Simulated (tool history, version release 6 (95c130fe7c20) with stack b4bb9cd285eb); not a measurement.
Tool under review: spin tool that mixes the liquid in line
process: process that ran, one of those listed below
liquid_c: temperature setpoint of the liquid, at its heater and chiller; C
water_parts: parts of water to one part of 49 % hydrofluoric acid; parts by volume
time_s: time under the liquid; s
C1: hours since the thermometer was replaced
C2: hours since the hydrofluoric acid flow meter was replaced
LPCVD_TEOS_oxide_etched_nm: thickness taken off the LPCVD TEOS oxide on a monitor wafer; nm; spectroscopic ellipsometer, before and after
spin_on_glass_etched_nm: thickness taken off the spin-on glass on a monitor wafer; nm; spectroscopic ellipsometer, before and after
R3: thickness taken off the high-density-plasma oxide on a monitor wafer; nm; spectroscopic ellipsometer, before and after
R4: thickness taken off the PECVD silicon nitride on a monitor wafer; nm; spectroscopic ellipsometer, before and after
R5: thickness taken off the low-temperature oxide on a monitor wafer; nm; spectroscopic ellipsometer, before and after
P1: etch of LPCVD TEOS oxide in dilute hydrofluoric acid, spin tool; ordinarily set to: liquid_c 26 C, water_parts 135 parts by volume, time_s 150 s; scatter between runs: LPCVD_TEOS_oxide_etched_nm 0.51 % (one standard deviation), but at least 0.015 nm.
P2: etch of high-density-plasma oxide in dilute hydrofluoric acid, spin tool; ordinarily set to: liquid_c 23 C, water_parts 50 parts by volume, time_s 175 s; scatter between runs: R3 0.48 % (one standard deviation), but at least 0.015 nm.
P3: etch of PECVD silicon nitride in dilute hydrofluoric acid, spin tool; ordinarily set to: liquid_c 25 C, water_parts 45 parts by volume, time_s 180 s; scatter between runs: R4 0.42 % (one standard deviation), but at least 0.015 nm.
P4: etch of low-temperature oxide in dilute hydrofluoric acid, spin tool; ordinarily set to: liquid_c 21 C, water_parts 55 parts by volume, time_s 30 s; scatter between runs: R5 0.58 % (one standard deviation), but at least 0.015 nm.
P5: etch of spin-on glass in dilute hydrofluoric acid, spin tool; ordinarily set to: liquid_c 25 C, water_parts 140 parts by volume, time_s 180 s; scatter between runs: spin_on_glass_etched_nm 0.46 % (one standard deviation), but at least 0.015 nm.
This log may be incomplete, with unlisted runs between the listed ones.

run 1 hour=10.4 | process=P1 liquid_c=26 water_parts=135 time_s=150 | C1=379.3 C2=816.5 | LPCVD_TEOS_oxide_etched_nm=27.602
run 2 hour=21.3 | process=P1 liquid_c=26 water_parts=235 time_s=235 | C1=390.2 C2=827.4 | LPCVD_TEOS_oxide_etched_nm=22.003
run 3 hour=31.3 | process=P5 liquid_c=25 water_parts=195 time_s=180 | C1=400.2 C2=837.4 | spin_on_glass_etched_nm=26.548
run 4 hour=42.1 | process=P2 liquid_c=23 water_parts=20 time_s=175 | C1=411 C2=848.2 | R3=93.998
run 5 hour=51.4 | process=P2 liquid_c=23 water_parts=50 time_s=310 | C1=420.3 C2=857.5 | R3=64.113
run 6 hour=62.2 | process=P3 liquid_c=25 water_parts=80 time_s=180 | C1=431.1 C2=868.3 | R4=5.8635
run 7 hour=69.7 | process=P3 liquid_c=31.5 water_parts=45 time_s=180 | C1=438.6 C2=875.8 | R4=15.891
run 8 hour=79.8 | process=P2 liquid_c=23 water_parts=50 time_s=175 | C1=448.7 C2=885.9 | R3=35.815
run 9 hour=85.7 | process=P4 liquid_c=21 water_parts=55 time_s=30 | C1=454.6 C2=891.8 | R5=11.483
run 10 hour=91.4 | process=P4 liquid_c=21 water_parts=20 time_s=30 | C1=460.3 C2=897.5 | R5=32.774
run 11 hour=98.1 | process=P1 liquid_c=30 water_parts=55 time_s=150 | C1=467 C2=904.2 | LPCVD_TEOS_oxide_etched_nm=87.755
run 12 hour=109.2 | process=P1 liquid_c=18.5 water_parts=135 time_s=150 | C1=478.1 C2=915.3 | LPCVD_TEOS_oxide_etched_nm=20.477
run 13 hour=115.2 | process=P1 liquid_c=26 water_parts=135 time_s=285 | C1=484.1 C2=921.3 | LPCVD_TEOS_oxide_etched_nm=52.623
run 14 hour=124.7 | process=P4 liquid_c=21 water_parts=55 time_s=30 | C1=493.6 C2=930.8 | R5=11.496
run 15 hour=134.4 | process=P1 liquid_c=33.5 water_parts=135 time_s=150 | C1=503.3 C2=940.5 | LPCVD_TEOS_oxide_etched_nm=36.34
run 16 hour=140.6 | process=P3 liquid_c=25 water_parts=45 time_s=20 | C1=509.5 C2=946.7 | R4=1.127
run 17 hour=152.1 | process=P1 liquid_c=26 water_parts=135 time_s=150 | C1=521 C2=958.2 | LPCVD_TEOS_oxide_etched_nm=27.521
run 18 hour=159.8 | process=P1 liquid_c=26 water_parts=35 time_s=150 | C1=528.7 C2=965.9 | LPCVD_TEOS_oxide_etched_nm=121.11
run 19 hour=166.4 | process=P1 liquid_c=26 water_parts=75 time_s=240 | C1=535.3 C2=972.5 | LPCVD_TEOS_oxide_etched_nm=85.882
run 20 hour=177.6 | process=P1 liquid_c=26 water_parts=135 time_s=65 | C1=546.5 C2=983.7 | LPCVD_TEOS_oxide_etched_nm=11.948
run 21 hour=190.1 | process=P2 liquid_c=29 water_parts=50 time_s=175 | C1=559 C2=996.2 | R3=46.183
run 22 hour=201.5 | process=P3 liquid_c=25 water_parts=45 time_s=180 | C1=570.4 C2=1007.6 | R4=10.41
run 23 hour=210.5 | process=P5 liquid_c=25 water_parts=140 time_s=180 | C1=579.4 C2=1016.6 | spin_on_glass_etched_nm=39.258
run 24 hour=217.1 | process=P4 liquid_c=28.5 water_parts=55 time_s=30 | C1=586 C2=1023.2 | R5=15.645
run 25 hour=225.3 | process=P4 liquid_c=21 water_parts=55 time_s=15 | C1=594.2 C2=1031.4 | R5=5.7858
run 26 hour=233.4 | process=P1 liquid_c=26 water_parts=215 time_s=150 | C1=602.3 C2=1039.5 | LPCVD_TEOS_oxide_etched_nm=15.696
run 27 hour=240.4 | process=P1 liquid_c=26 water_parts=135 time_s=150 | C1=609.3 C2=1046.5 | LPCVD_TEOS_oxide_etched_nm=27.361
run 28 hour=247.7 | process=P3 liquid_c=25 water_parts=45 time_s=180 | C1=616.6 C2=1053.8 | R4=10.479
run 29 hour=256.7 | process=P5 liquid_c=29 water_parts=140 time_s=180 | C1=625.6 C2=1062.8 | spin_on_glass_etched_nm=45.137
run 30 hour=266.7 | process=P1 liquid_c=26 water_parts=135 time_s=150 | C1=635.6 C2=1072.8 | LPCVD_TEOS_oxide_etched_nm=27.42
run 31 hour=276.5 | process=P5 liquid_c=25 water_parts=140 time_s=320 | C1=645.4 C2=1082.6 | spin_on_glass_etched_nm=68.945
run 32 hour=286.2 | process=P1 liquid_c=26 water_parts=135 time_s=150 | C1=655.1 C2=1092.3 | LPCVD_TEOS_oxide_etched_nm=27.379
run 33 hour=297 | process=P1 liquid_c=26 water_parts=135 time_s=150 | C1=665.9 C2=1103.1 | LPCVD_TEOS_oxide_etched_nm=26.878
run 34 hour=306.9 | process=P1 liquid_c=26 water_parts=135 time_s=150 | C1=675.8 C2=1113 | LPCVD_TEOS_oxide_etched_nm=26.276
run 35 hour=319.4 | process=P1 liquid_c=26 water_parts=135 time_s=150 | C1=688.3 C2=1125.5 | LPCVD_TEOS_oxide_etched_nm=26.139
run 36 hour=324.8 | process=P1 liquid_c=26 water_parts=135 time_s=150 | C1=693.7 C2=1130.9 | LPCVD_TEOS_oxide_etched_nm=26.117
run 37 hour=334.5 | process=P1 liquid_c=26 water_parts=135 time_s=150 | C1=703.4 C2=1140.6 | LPCVD_TEOS_oxide_etched_nm=25.98
run 38 hour=341.9 | process=P1 liquid_c=26 water_parts=135 time_s=150 | C1=710.8 C2=1148 | LPCVD_TEOS_oxide_etched_nm=26.006
run 39 hour=353.9 | process=P1 liquid_c=26 water_parts=135 time_s=150 | C1=722.8 C2=1160 | LPCVD_TEOS_oxide_etched_nm=26.11
run 40 hour=364.3 | process=P1 liquid_c=26 water_parts=135 time_s=150 | C1=733.2 C2=1170.4 | LPCVD_TEOS_oxide_etched_nm=25.905
run 41 hour=371.3 | process=P1 liquid_c=26 water_parts=135 time_s=150 | C1=740.2 C2=1177.4 | LPCVD_TEOS_oxide_etched_nm=25.84
run 42 hour=378.2 | process=P1 liquid_c=26 water_parts=135 time_s=150 | C1=747.1 C2=1184.3 | LPCVD_TEOS_oxide_etched_nm=25.833

What P1 gives has crept away from where it was. These 2 causes fit the log equally well, each at the size given:
A: hydrofluoric acid flow below the setpoint (%) = 5.01
B: liquid colder than its thermometer reads (K) = 1.58
The onset of the drift is placed at about hour 286.2.

Which of the 4 check runs listed below separates the causes, so that each cause would produce a clearly different result? Each run uses one wafer, and its results are marked with question marks.
run check 1 hour=385.1 | process=P4 liquid_c=21 water_parts=55 time_s=30 | R5=?
run check 2 hour=385.1 | process=P3 liquid_c=25 water_parts=45 time_s=180 | R4=?
run check 3 hour=385.1 | process=P2 liquid_c=23 water_parts=50 time_s=175 | R3=?
run check 4 hour=385.1 | process=P5 liquid_c=25 water_parts=140 time_s=180 | spin_on_glass_etched_nm=?

What each check would give under each cause:
check=check_1 result=R5 if_A=10.9 if_B=10.772
check=check_2 result=R4 if_A=9.8909 if_B=9.3484
check=check_3 result=R3 if_A=34.215 if_B=33.837
check=check_4 result=spin_on_glass_etched_nm if_A=36.624 if_B=36.602
Minimum pairwise separation of causes per check, each pair taken at its best-separating result: check 1 1.18 %; check 2 5.64 %; check 3 1.11 %; check 4 0.06 %
Check 2 distinguishes between the causes, while the remaining checks would return nearly the same result for all of them.

Check 2 has now been run. It gave: R4 9.9092 nm. Which of the candidate causes is it?

It is A: hydrofluoric acid flow below the setpoint (%).

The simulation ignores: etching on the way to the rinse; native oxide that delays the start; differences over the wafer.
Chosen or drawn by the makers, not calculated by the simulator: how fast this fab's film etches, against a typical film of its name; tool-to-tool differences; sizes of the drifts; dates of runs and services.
